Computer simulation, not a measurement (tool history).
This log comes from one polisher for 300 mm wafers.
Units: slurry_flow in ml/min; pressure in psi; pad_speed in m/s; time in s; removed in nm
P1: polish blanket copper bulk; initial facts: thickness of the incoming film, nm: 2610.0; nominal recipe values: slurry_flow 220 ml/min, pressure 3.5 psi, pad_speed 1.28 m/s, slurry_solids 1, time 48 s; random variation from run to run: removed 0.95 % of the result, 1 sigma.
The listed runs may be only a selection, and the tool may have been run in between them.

run  hour  slurry_flow  pressure  pad_speed  slurry_solids  time  wafers polished on this pad  hours since the slurry nozzle was cleaned  hours since the head pressure was calibrated  hours since the slurry blender was calibrated  removed
  1   4.8          220       3.5       1.28              1    48                          497                                      406.7                                         145.5                                          389.9   704.79
  2   8.3          220       3.5       1.28            1.4    48                          539                                      410.2                                           149                                          393.4   749.89
      9.1  -- slurry nozzle cleaned
  3  13.2          130       3.5       1.28              1    48                          599                                        4.2                                         153.9                                          398.3   646.87
  4  16.3          165       3.5       1.98              1    48                          637                                        7.3                                           157                                          401.4   1042.9
  5  21.4          220       3.5       1.28           0.55    48                          698                                       12.4                                         162.1                                          406.5   615.42
  6    24          220       3.5       1.28              1    48                          730                                         15                                         164.7                                          409.1   714.18
  7  27.8          220       4.9       1.28              1    48                          776                                       18.8                                         168.5                                          412.9   990.61
  8  32.3          220       3.5       1.28              1    48                          831                                       23.3                                           173                                          417.4   701.76
  9  35.9          220       2.4       1.28              1    48                          875                                       26.9                                         176.6                                            421   489.65
 10  39.4          140       3.5       1.28              1    34                          917                                       30.4                                         180.1                                          424.5   468.25
 11  42.3          220       3.5       0.76              1    48                          952                                       33.3                                           183                                          427.4   418.33
 12  45.8          220       3.5       1.28              1    48                          995                                       36.8                                         186.5                                          430.9   702.39
 13  48.8          220       3.5       1.28              1    48                         1031                                       39.8                                         189.5                                          433.9   698.22
 14  51.5          220       3.5       1.86              1    48                         1064                                       42.5                                         192.2                                          436.6   1030.5
 15  56.5          220       3.5       1.28              1    69                         1125                                       47.5                                         197.2                                          441.6   1025.2
 16  60.7          220       2.3       1.28              1    35                         1176                                       51.7                                         201.4                                          445.8   333.86
 17  65.1          220       3.5       1.28              1    34                         1229                                       56.1                                         205.8                                          450.2      487
 18  69.5          220       3.5       1.28              1    48                         1283                                       60.5                                         210.2                                          454.6   707.74
 19  73.5          315       3.5       1.28              1    48                         1331                                       64.5                                         214.2                                          458.6   741.85
 20  77.9          220       3.5       1.28              1    48                         1385                                       68.9                                         218.6                                            463   697.07
 21  80.2          220       3.5       1.28              1    48                         1412                                       71.2                                         220.9                                          465.3   687.36
 22  82.9          220       3.5       1.28              1    48                         1445                                       73.9                                         223.6                                            468   682.17
     86.3  -- slurry blender recalibrated
 23  87.4          220       3.5       1.28              1    48                         1500                                       78.4                                         228.1                                            1.1   664.75
     89.7  -- head pressure recalibrated
 24  90.7          220       3.5       1.28              1    48                         1540                                       81.7                                             1                                            4.4   662.63

Run 25, settings as shown, results not yet in. Your forecast:
 25  95.4          220       3.5       1.28              1    48                         1597                                       86.4                                           5.7                                            9.1        ?

For run 25 the tool returned removed 659.63 nm.
